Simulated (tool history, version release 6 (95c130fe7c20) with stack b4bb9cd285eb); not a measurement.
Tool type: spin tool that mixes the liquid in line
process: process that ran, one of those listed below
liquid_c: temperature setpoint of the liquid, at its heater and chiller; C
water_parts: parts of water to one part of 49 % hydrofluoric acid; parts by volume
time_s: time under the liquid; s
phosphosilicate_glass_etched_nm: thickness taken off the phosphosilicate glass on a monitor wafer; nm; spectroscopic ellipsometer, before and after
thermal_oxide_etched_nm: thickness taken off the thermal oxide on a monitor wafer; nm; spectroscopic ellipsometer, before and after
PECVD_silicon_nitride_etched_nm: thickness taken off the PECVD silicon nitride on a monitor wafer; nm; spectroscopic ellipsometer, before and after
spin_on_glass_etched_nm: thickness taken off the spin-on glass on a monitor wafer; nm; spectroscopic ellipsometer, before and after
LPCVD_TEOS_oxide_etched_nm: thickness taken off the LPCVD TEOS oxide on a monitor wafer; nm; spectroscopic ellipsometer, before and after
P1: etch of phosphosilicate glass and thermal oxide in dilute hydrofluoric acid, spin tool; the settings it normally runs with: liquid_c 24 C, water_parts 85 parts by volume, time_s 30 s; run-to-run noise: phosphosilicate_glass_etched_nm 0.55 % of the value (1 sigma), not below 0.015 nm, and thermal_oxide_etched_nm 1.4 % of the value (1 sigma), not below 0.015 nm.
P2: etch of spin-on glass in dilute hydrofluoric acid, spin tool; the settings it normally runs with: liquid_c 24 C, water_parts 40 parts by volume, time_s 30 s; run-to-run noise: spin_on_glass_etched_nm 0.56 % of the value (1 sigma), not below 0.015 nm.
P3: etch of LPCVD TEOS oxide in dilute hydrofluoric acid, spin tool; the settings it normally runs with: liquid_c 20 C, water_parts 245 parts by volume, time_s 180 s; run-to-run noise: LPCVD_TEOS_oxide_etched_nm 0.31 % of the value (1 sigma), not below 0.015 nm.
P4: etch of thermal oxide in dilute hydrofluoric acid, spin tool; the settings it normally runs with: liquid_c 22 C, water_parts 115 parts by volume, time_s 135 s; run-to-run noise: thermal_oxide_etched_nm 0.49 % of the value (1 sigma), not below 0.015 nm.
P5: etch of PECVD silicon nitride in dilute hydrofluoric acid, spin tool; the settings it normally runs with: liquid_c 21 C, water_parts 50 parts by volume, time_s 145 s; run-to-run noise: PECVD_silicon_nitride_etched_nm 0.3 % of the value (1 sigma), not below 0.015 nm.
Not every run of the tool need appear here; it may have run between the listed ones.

run   hour  process  liquid_c  water_parts  time_s  phosphosilicate_glass_etched_nm  thermal_oxide_etched_nm  PECVD_silicon_nitride_etched_nm  spin_on_glass_etched_nm  LPCVD_TEOS_oxide_etched_nm
  1    4.5       P1        24           85      30                           34.319                   1.6454
  2    8.9       P5        21           50     250                                                                                     23.093
  3   13.7       P4        22          115     135                                                    5.1476
  4   19.8       P1        24           85      15                           17.147                  0.85215
  5   25.7       P5        21           70     145                                                                                      9.605
  6   33.3       P1        30           85      30                           43.287                   2.0131
  7   42.2       P1        24           40      30                            77.43                   3.7118
  8   47.8       P2        32           40      30                                                                                                              39.773
  9   54.5       P1        24          115      30                           24.802                   1.1797
 10   59.6       P2        24           40      60                                                                                                              57.567
 11   67.3       P3        20          245      30                                                                                                                                          2.2622
 12   74.8       P2        24           40      30                                                                                                              28.708
 13   81.8       P4        22          115      15                                                   0.58103
 14   88.7       P3        20           70     180                                                                                                                                          56.817
 15     96       P4        18          115     135                                                    4.3827
 16  101.3       P2        24           25      30                                                                                                              47.327
 17  105.6       P3        20          245     180                                                                                                                                          13.512
 18  112.1       P1        24           85      30                           34.321                   1.6836
 19  118.1       P1        24           85      30                            34.31                   1.6903
 20  125.2       P3        20          245     180                                                                                                                                          13.476
 21  133.4       P3        17          245     180                                                                                                                                          12.118
 22  139.1       P1        24           85      30                           34.082                   1.6723
 23  148.1       P5        21           50     145                                                                                     13.389
 24  156.5       P5        17           50     145                                                                                     10.118
 25  160.8       P1        19           85      15                           13.863                  0.66566
 26  167.2       P2        24           40      30                                                                                                              28.918
 27  172.3       P4        22          215     135                                                    2.4603
 28  177.8       P1        24           85      60                           69.286                   3.3599
 29  182.1       P1      19.5           85      30                            28.64                   1.3804
 30  188.9       P1        24           85      30                           34.068                     1.62
 31  194.1       P1        24           85      30                           34.467                   1.6725
 32  203.2       P1        24           85      30                           36.512                   1.7558
 33  211.1       P1        24           85      30                           37.255                    1.816
 34    216       P1        24           85      30                           37.146                   1.7917
 35  220.4       P1        24           85      30                           37.857                   1.8955
 36  227.3       P1        24           85      30                           37.971                   1.7974
 37    235       P1        24           85      30                           37.857                   1.8765

The log shows P1 creeping away from where it was. Any of the 2 causes listed here, at the size stated for it, fits the log just as well as the others:
A: hydrofluoric acid flow above the setpoint (%) = 9.18
B: liquid hotter than its thermometer reads (K) = 2.45
The drift started at roughly hour 194.1.

Which of the 4 check runs listed below separates the causes, so that each cause would produce a clearly different result? Each run uses one wafer, and its results are marked with question marks.
check 1  242.7       P5        17           50     195                                                                                          ?
check 2  242.7       P4        18          170     135                                                         ?
check 3  242.7       P3        20          110      40                                                                                                                                               ?
check 4  242.7       P2      30.5           40      50                                                                                                                   ?

If the cause were each of the candidates in turn, the checks would give the following:
  check                           result    if A    if B
check 1  PECVD_silicon_nitride_etched_nm  14.792  16.146
check 2          thermal_oxide_etched_nm  3.1036  3.0892
check 3       LPCVD_TEOS_oxide_etched_nm  8.4695  8.4761
check 4          spin_on_glass_etched_nm  69.107  69.296
How far apart the two closest causes lie, in the result that separates them most: check 1 8.76 %; check 2 0.47 %; check 3 0.08 %; check 4 0.27 %
The other checks would show nearly matching results whichever cause is true, so check 1 is the only one that separates the causes.

The results of check 1 are: PECVD_silicon_nitride_etched_nm 14.776 nm. Based on these, which of the listed causes is it?

Of the candidate causes, it is A: hydrofluoric acid flow above the setpoint (%).

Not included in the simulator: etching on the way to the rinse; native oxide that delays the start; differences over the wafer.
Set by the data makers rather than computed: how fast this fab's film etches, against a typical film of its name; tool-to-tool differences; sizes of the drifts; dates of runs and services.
